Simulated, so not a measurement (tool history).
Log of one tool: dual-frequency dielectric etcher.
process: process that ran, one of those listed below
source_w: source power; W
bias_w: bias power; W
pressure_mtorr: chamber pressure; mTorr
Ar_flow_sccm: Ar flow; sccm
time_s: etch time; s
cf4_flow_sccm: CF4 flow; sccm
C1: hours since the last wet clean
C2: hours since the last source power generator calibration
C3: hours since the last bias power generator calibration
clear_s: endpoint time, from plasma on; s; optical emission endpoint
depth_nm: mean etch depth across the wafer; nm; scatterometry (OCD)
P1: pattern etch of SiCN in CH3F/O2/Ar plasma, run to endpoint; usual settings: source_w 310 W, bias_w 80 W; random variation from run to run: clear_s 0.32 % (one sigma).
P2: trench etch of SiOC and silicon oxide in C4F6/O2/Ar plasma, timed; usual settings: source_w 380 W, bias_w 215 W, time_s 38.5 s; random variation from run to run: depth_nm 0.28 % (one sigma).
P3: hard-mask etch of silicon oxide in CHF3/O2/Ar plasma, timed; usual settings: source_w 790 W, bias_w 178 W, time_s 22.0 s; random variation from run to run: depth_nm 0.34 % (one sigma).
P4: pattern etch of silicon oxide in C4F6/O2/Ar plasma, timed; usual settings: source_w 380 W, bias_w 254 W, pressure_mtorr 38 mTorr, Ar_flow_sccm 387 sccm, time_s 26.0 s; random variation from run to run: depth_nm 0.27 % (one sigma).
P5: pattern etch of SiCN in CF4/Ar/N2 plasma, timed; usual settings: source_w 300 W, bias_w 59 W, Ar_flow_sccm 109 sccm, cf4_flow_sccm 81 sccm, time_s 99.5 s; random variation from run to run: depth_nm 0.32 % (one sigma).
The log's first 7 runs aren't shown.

{"hour": 84.6, "done": "source power generator calibrated"}
{"run": 8, "hour": 92.3, "process": "P1", "source_w": 310, "bias_w": 80, "C1": 230.6, "C2": 7.8, "C3": 3118.5, "clear_s": 20.871}
{"run": 9, "hour": 108.0, "process": "P5", "source_w": 300, "bias_w": 41, "Ar_flow_sccm": 109, "time_s": 99.5, "cf4_flow_sccm": 81, "C1": 246.3, "C2": 23.5, "C3": 3134.2, "depth_nm": 51.145}
{"run": 10, "hour": 115.6, "process": "P5", "source_w": 300, "bias_w": 59, "Ar_flow_sccm": 73, "time_s": 99.5, "cf4_flow_sccm": 81, "C1": 253.9, "C2": 31.1, "C3": 3141.8, "depth_nm": 60.94}
{"run": 11, "hour": 129.7, "process": "P1", "source_w": 310, "bias_w": 111, "C1": 268.0, "C2": 45.2, "C3": 3155.9, "clear_s": 18.432}
{"run": 12, "hour": 140.0, "process": "P2", "source_w": 380, "bias_w": 215, "time_s": 38.5, "C1": 278.3, "C2": 55.5, "C3": 3166.2, "depth_nm": 81.522}
{"run": 13, "hour": 153.5, "process": "P2", "source_w": 380, "bias_w": 291, "time_s": 38.5, "C1": 291.8, "C2": 69.0, "C3": 3179.7, "depth_nm": 89.616}
{"run": 14, "hour": 161.4, "process": "P3", "source_w": 790, "bias_w": 178, "time_s": 22.0, "C1": 299.7, "C2": 76.9, "C3": 3187.6, "depth_nm": 50.485}
{"run": 15, "hour": 175.3, "process": "P4", "source_w": 380, "bias_w": 254, "pressure_mtorr": 38, "Ar_flow_sccm": 387, "time_s": 14.5, "C1": 313.6, "C2": 90.8, "C3": 3201.5, "depth_nm": 49.064}
{"run": 16, "hour": 186.4, "process": "P3", "source_w": 570, "bias_w": 178, "time_s": 22.0, "C1": 324.7, "C2": 101.9, "C3": 3212.6, "depth_nm": 44.331}
{"run": 17, "hour": 199.0, "process": "P4", "source_w": 380, "bias_w": 254, "pressure_mtorr": 38, "Ar_flow_sccm": 387, "time_s": 26.0, "C1": 337.3, "C2": 114.5, "C3": 3225.2, "depth_nm": 87.59}
{"run": 18, "hour": 210.4, "process": "P4", "source_w": 280, "bias_w": 254, "pressure_mtorr": 38, "Ar_flow_sccm": 387, "time_s": 26.0, "C1": 348.7, "C2": 125.9, "C3": 3236.6, "depth_nm": 78.084}
{"run": 19, "hour": 223.0, "process": "P1", "source_w": 220, "bias_w": 65, "C1": 361.3, "C2": 138.5, "C3": 3249.2, "clear_s": 25.689}
{"run": 20, "hour": 233.9, "process": "P4", "source_w": 380, "bias_w": 254, "pressure_mtorr": 38, "Ar_flow_sccm": 275, "time_s": 26.0, "C1": 372.2, "C2": 149.4, "C3": 3260.1, "depth_nm": 91.292}
{"run": 21, "hour": 244.5, "process": "P5", "source_w": 300, "bias_w": 59, "Ar_flow_sccm": 109, "time_s": 99.5, "cf4_flow_sccm": 58, "C1": 382.8, "C2": 160.0, "C3": 3270.7, "depth_nm": 54.672}
{"run": 22, "hour": 258.3, "process": "P5", "source_w": 370, "bias_w": 59, "Ar_flow_sccm": 109, "time_s": 99.5, "cf4_flow_sccm": 81, "C1": 396.6, "C2": 173.8, "C3": 3284.5, "depth_nm": 68.855}
{"run": 23, "hour": 267.6, "process": "P4", "source_w": 380, "bias_w": 254, "pressure_mtorr": 29, "Ar_flow_sccm": 387, "time_s": 26.0, "C1": 405.9, "C2": 183.1, "C3": 3293.8, "depth_nm": 90.454}
{"run": 24, "hour": 282.5, "process": "P1", "source_w": 310, "bias_w": 80, "C1": 420.8, "C2": 198.0, "C3": 3308.7, "clear_s": 20.839}

Forecast run 25:
{"run": 25, "hour": 294.0, "process": "P2", "source_w": 520, "bias_w": 215, "time_s": 38.5, "C1": 432.3, "C2": 209.5, "C3": 3320.2, "depth_nm": "?"}

{"run 25": {"depth_nm": 91.55}}

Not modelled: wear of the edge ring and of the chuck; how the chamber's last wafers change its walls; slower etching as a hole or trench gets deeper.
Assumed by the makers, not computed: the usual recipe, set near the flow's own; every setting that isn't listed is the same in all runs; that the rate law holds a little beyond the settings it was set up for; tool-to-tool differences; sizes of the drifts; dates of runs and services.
